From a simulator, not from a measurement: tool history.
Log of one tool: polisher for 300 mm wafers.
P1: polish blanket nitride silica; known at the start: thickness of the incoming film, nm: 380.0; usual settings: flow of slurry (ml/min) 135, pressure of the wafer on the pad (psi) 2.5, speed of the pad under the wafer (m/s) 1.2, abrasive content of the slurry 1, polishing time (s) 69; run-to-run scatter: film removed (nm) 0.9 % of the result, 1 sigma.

run	hour	flow of slurry (ml/min)	pressure of the wafer on the pad (psi)	speed of the pad under the wafer (m/s)	abrasive content of the slurry	polishing time (s)	wafers polished on this pad	hours since the slurry nozzle was cleaned	hours since the head pressure was calibrated	hours since the slurry blender was calibrated	hours since the conditioning disc was replaced	film removed (nm)
1	16.3	135	2.5	1.2	1	69	880	220.9	366.5	56.2	130.1	33.221
2	28	135	2.5	1.2	1	69	1008	232.6	378.2	67.9	141.8	33.054
3	42.2	135	2.5	1.2	1	69	1163	246.8	392.4	82.1	156	32.499
4	57.2	135	1.8	1.2	1	69	1327	261.8	407.4	97.1	171	23.853
5	69.6	135	2.5	1.2	1.45	69	1463	274.2	419.8	109.5	183.4	38.251
# hour 74.4: slurry blender recalibrated
6	82.6	135	2.5	1.2	1	69	1605	287.2	432.8	8.2	196.4	32.533
7	93	80	2.5	1.2	1	69	1718	297.6	443.2	18.6	206.8	29.044
8	101.9	190	2.5	1.2	1	69	1816	306.5	452.1	27.5	215.7	34.448
9	116.7	135	2.5	1.84	1	69	1977	321.3	466.9	42.3	230.5	47.074
10	126.3	135	2.5	1.2	1	69	2082	330.9	476.5	51.9	240.1	33.121
11	140.8	135	2.5	0.82	1	69	2241	345.4	491	66.4	254.6	24.1
# hour 147.9: slurry nozzle cleaned
12	148.8	135	2.5	1.2	0.55	69	2328	1	499	74.4	262.6	24.042
13	160.3	135	2.5	1.2	1	31	2454	12.5	510.5	85.9	274.1	14.719
14	172.8	135	2.5	0.54	1	52	2590	25	523	98.4	286.6	12.962
15	189.5	135	2.5	1.2	1	105	2773	41.7	539.7	115.1	303.3	50.217
16	205.2	135	3.9	1.2	1	69	2944	57.4	555.4	130.8	319	51.245
17	220.4	135	2.5	1.2	1	69	3110	72.6	570.6	146	334.2	32.963
18	234.9	135	2.5	1.2	1	69	3269	87.1	585.1	160.5	348.7	31.118
19	244	135	2.5	1.2	1	69	3368	96.2	594.2	169.6	357.8	30.703
20	257	135	2.5	1.2	1	69	3510	109.2	607.2	182.6	370.8	30.203
# hour 269.3: conditioning disc replaced and pad reconditioned
# hour 269.8: slurry nozzle cleaned
21	274.4	135	2.5	1.2	1	69	3700	4.7	624.6	200	5.2	30.048
22	284.5	135	2.5	1.2	1	69	3811	14.8	634.7	210.1	15.3	29.809
23	292.7	135	2.5	1.2	1	69	3900	23	642.9	218.3	23.5	29.06
# hour 300.5: head pressure recalibrated
24	301.9	135	2.5	1.2	1	69	4001	32.2	1.5	227.5	32.7	28.95
25	319.1	135	2.5	1.2	1	69	4189	49.4	18.7	244.7	49.9	28.978
26	328.9	135	2.5	1.2	1	69	4296	59.2	28.5	254.5	59.7	29.196
27	342.1	135	2.5	1.2	1	69	4440	72.4	41.7	267.7	72.9	29.307
28	354.4	135	2.5	1.2	1	69	4574	84.7	54	280	85.2	29.627

What P1 gives has crept away from where it was. These 2 causes fit the log equally well, each at the size given:
A: removal rate lost through wear of the pad, % = 11.6
B: abrasive missing from the slurry, % = 22.4
The creep began at about hour 220.4.
Why every other cause is out:
slurry flow missing at the pad, %: serviced at hour 269.8, which brought nothing back
head's pressure below its setpoint, %: serviced at hour 300.5, which brought nothing back
time polished since the conditioner stopped cutting, s: serviced at hour 269.3, which brought nothing back

4 check runs are offered, each on 5 wafers whose results are averaged, their results left as question marks. Which one tells the causes apart?
check 1	366.7	80	2.5	1.2	1	39						?
check 2	366.7	135	1.8	1.56	1	69						?
check 3	366.7	135	2.5	1.2	0.6	69						?
check 4	366.7	160	2.5	1.2	1	69						?

What each check would give under each cause:
check	result	if A	if B
check 1	film removed (nm)	14.475	14.475
check 2	film removed (nm)	25.821	25.821
check 3	film removed (nm)	22.312	21.612
check 4	film removed (nm)	29.955	29.955
How far apart the two closest causes lie, in the result that separates them most: check 1 0 %; check 2 0 %; check 3 3.18 %; check 4 0 %
Check 3 tells the causes apart: in the others they would give nearly the same result.

Check 3 was then run and gave: film removed (nm) 22.272. Which cause is it?

It is A: removal rate lost through wear of the pad, %.

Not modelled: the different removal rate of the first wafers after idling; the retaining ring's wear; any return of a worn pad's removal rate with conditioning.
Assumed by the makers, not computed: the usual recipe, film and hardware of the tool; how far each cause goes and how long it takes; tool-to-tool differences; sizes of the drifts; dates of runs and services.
